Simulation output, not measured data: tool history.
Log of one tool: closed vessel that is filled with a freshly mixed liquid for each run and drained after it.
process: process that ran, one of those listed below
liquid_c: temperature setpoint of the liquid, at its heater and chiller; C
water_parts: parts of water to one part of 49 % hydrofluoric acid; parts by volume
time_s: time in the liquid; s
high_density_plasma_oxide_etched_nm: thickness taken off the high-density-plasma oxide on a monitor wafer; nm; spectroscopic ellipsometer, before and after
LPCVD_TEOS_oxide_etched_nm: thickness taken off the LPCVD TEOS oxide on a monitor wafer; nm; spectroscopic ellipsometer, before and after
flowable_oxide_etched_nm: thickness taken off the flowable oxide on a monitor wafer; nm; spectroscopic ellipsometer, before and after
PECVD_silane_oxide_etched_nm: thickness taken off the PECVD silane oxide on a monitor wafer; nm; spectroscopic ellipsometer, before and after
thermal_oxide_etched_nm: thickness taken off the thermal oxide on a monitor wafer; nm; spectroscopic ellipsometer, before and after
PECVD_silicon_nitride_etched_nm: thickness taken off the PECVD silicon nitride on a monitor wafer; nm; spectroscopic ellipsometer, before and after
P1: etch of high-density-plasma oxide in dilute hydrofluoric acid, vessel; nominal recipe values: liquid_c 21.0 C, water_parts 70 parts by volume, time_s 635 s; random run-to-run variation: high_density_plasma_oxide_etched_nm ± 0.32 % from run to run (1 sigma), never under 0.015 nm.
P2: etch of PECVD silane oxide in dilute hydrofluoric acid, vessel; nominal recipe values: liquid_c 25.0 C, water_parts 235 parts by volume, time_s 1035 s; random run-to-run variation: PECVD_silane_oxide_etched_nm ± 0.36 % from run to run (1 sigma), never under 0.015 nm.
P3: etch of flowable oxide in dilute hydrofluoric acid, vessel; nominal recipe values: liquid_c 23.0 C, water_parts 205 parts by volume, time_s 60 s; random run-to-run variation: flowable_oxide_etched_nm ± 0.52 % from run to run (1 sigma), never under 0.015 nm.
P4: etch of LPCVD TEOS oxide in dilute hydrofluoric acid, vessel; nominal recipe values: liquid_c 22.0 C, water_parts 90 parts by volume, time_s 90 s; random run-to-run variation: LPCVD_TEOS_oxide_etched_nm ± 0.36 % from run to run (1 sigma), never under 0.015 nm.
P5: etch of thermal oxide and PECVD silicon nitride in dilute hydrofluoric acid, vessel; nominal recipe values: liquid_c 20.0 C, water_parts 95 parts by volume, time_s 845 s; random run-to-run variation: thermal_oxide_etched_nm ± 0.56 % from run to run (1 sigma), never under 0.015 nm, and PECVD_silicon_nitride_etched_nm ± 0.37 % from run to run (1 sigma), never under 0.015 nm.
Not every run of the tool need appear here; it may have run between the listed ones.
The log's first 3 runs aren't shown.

run,hour,process,liquid_c,water_parts,time_s,hours since the thermometer was replaced,hours since the hydrofluoric acid flow meter was replaced,high_density_plasma_oxide_etched_nm,LPCVD_TEOS_oxide_etched_nm,flowable_oxide_etched_nm,PECVD_silane_oxide_etched_nm,thermal_oxide_etched_nm,PECVD_silicon_nitride_etched_nm
4,33.0,P1,21.0,70,635,133.0,165.9,43.447,,,,,
5,46.6,P4,22.0,90,90,146.6,179.5,,22.3360,,,,
6,60.8,P3,23.0,205,60,160.8,193.7,,,9.3240,,,
7,72.7,P1,24.5,70,635,172.7,205.6,50.358,,,,,
8,80.1,P3,23.0,205,60,180.1,213.0,,,9.4929,,,
9,94.4,P4,29.5,90,90,194.4,227.3,,29.9230,,,,
10,105.8,P4,22.0,90,40,205.8,238.7,,9.8876,,,,
11,114.3,P3,23.0,80,60,214.3,247.2,,,27.8930,,,
12,124.4,P2,25.0,235,1720,224.4,257.3,,,,97.600,,
13,137.9,P1,21.0,70,635,237.9,270.8,43.326,,,,,
14,147.1,P1,17.0,100,635,247.1,280.0,24.827,,,,,
15,162.5,P4,22.0,90,90,262.5,295.4,,22.3700,,,,
16,174.2,P1,27.0,105,635,274.2,307.1,35.310,,,,,
17,186.9,P5,20.0,95,845,286.9,319.8,,,,,35.944,17.111
18,195.2,P2,32.5,235,1035,295.2,328.1,,,,76.244,,
19,208.6,P2,25.0,235,1035,308.6,341.5,,,,58.920,,
20,218.7,P1,21.0,70,1150,318.7,351.6,79.164,,,,,
21,230.5,P3,29.5,205,60,330.5,363.4,,,11.8240,,,
22,242.1,P2,25.0,235,1035,342.1,375.0,,,,58.911,,
23,250.8,P1,21.0,70,245,350.8,383.7,16.814,,,,,

Expected results for the next run?
24,266.1,P3,23.0,205,30,366.1,399.0,,,?,,,

{"run 24": {"flowable_oxide_etched_nm": 4.6847}}
